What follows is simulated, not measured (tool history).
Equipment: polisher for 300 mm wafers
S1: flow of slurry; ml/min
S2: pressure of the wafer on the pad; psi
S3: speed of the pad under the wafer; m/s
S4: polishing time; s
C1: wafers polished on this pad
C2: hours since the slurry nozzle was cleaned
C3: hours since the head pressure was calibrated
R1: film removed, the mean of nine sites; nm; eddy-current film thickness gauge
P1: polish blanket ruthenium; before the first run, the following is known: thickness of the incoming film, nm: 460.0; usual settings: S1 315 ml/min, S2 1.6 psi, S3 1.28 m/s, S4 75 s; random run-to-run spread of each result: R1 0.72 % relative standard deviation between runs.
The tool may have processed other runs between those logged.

run	day	S1	S2	S3	S4	C1	C2	C3	R1
1	0.362	315	1.6	1.28	75	366	221.2	514.1	74.045
2	0.704	315	1.6	1.28	75	418	229.4	522.3	74.47
3	1.054	190	1.6	1.28	75	471	237.8	530.7	69.966
4	1.325	315	1.6	1.28	75	512	244.3	537.2	74.253
5	1.654	315	1.6	1.28	75	562	252.2	545.1	74.518
6	2.225	420	1.6	1.28	53	648	265.9	558.8	53.27
7	2.629	315	2.1	1.28	75	710	275.6	568.5	98.163
# day 2.675: slurry nozzle cleaned
8	2.921	315	1.6	1.28	35	754	5.9	575.5	34.437
9	3.508	315	1.6	1.28	75	843	20	589.6	74.718
10	4.062	430	1.6	1.28	75	927	33.3	602.9	76.257
11	4.358	315	0.7	1.28	109	972	40.4	610	47.189
12	4.908	315	1.6	1.28	117	1056	53.6	623.2	116.39
13	5.392	315	1.6	0.68	75	1129	65.2	634.8	39.392
14	5.908	315	1.6	1.28	75	1208	77.6	647.2	74.554
15	6.2	315	1.6	1.76	75	1252	84.6	654.2	101.33
16	6.725	315	0.7	1.28	75	1332	97.2	666.8	32.41
17	7.096	315	1.6	1.28	75	1388	106.1	675.7	75.452
18	7.458	315	1.6	1.28	75	1443	114.8	684.4	73.077
19	7.725	315	1.6	1.28	75	1484	121.2	690.8	73.236
20	8.317	315	1.6	1.28	75	1573	135.4	705	72.252
# day 8.346: worn pad replaced by a new one
21	8.838	315	1.6	1.28	75	74	147.9	717.5	72.083
22	9.308	315	1.6	1.28	75	146	159.2	728.8	72.068
23	9.608	315	1.6	1.28	75	191	166.4	736	71.747
24	9.975	315	1.6	1.28	75	247	175.2	744.8	71.975
25	10.354	315	1.6	1.28	75	305	184.3	753.9	70.945

The log shows P1 creeping away from where it was. Any of the 2 causes listed here, at the size stated for it, fits the log just as well as the others:
A: head's pressure below its setpoint, % = 3.86
B: slurry flow missing at the pad, % = 31.8
Onset of the creep was near day 7.096.
Ruled out, with reasons:
removal rate lost through wear of the pad, %: its service at day 8.346 followed the start of the drift and did not put the process back to its old value

You are offered 4 check runs, listed below with question marks in place of their results; each one averages 5 wafers. Which run separates the listed causes by giving clearly different results for each?
check 1	10.733	190	1.6	1.68	75				?
check 2	10.733	315	0.7	0.96	75				?
check 3	10.733	315	2	1.28	75				?
check 4	10.733	315	1.6	1.7	41				?

What every check run would give for each of its results, assuming each possible cause in turn:
check	result	if A	if B
check 1	R1	88.773	86.66
check 2	R1	23.458	23.457
check 3	R1	89.363	89.359
check 4	R1	51.905	51.903
Smallest distance between any two causes, each pair judged by its most separating result, in per cent: check 1 2.41 %; check 2 0.01 %; check 3 0.01 %; check 4 0.01 %
Only check 1 tells the causes apart: in the others they would give nearly the same result.

Here is what check 1 returned: R1 86.54 nm. Which cause is it?

The correct cause is B, namely: slurry flow missing at the pad, %.
